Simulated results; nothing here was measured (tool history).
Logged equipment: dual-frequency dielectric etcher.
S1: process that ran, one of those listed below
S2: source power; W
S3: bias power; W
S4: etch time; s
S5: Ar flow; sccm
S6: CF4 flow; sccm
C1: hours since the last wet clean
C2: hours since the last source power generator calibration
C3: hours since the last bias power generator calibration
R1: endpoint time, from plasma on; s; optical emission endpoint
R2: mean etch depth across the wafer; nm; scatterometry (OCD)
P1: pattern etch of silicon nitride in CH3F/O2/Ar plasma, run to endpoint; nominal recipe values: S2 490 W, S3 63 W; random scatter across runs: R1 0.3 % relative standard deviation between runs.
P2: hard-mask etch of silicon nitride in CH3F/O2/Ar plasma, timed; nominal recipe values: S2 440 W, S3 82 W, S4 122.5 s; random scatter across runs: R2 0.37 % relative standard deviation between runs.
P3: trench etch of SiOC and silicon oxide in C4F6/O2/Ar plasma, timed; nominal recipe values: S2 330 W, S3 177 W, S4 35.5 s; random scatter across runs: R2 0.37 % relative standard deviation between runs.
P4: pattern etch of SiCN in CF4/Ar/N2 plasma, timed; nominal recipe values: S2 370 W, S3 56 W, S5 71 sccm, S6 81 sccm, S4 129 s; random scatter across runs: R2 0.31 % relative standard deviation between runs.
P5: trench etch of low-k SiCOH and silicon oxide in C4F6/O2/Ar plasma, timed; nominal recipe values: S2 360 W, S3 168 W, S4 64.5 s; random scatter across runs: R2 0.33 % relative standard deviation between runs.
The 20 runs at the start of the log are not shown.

run,hour,S1,S2,S3,S4,S5,S6,C1,C2,C3,R1,R2
21,194.7,P2,440,82,83,,,539.1,1752.3,70,,63.47
22,207.3,P3,330,177,35.5,,,551.7,1764.9,82.6,,65.44
23,217.7,P3,210,177,35.5,,,562.1,1775.3,93,,55.002
24,231.4,P1,490,63,,,,575.8,1789,106.7,26.336,
25,242.2,P5,250,168,64.5,,,586.6,1799.8,117.5,,173.07
26,252.5,P1,490,46,,,,596.9,1810.1,127.8,28.92,
27,265.1,P1,590,63,,,,609.5,1822.7,140.4,24.35,
28,275.4,P1,490,63,,,,619.8,1833,150.7,26.172,
29,283.5,P2,440,59,122.5,,,627.9,1841.1,158.8,,84.341
30,297.4,P4,370,56,129,71,50,641.8,1855,172.7,,85.609
31,308.6,P1,490,63,,,,653,1866.2,183.9,26.272,
32,315.9,P1,490,63,,,,660.3,1873.5,191.2,26.353,
33,322.3,P1,490,63,,,,666.7,1879.9,197.6,26.354,
34,330.2,P1,490,63,,,,674.6,1887.8,205.5,26.381,
35,342.5,P1,490,63,,,,686.9,1900.1,217.8,26.565,
36,355.1,P1,490,63,,,,699.5,1912.7,230.4,26.553,

For run 37, what comes out?
37,362.6,P1,490,63,,,,707,1920.2,237.9,?,

{"run 37": {"R1": 26.522}}
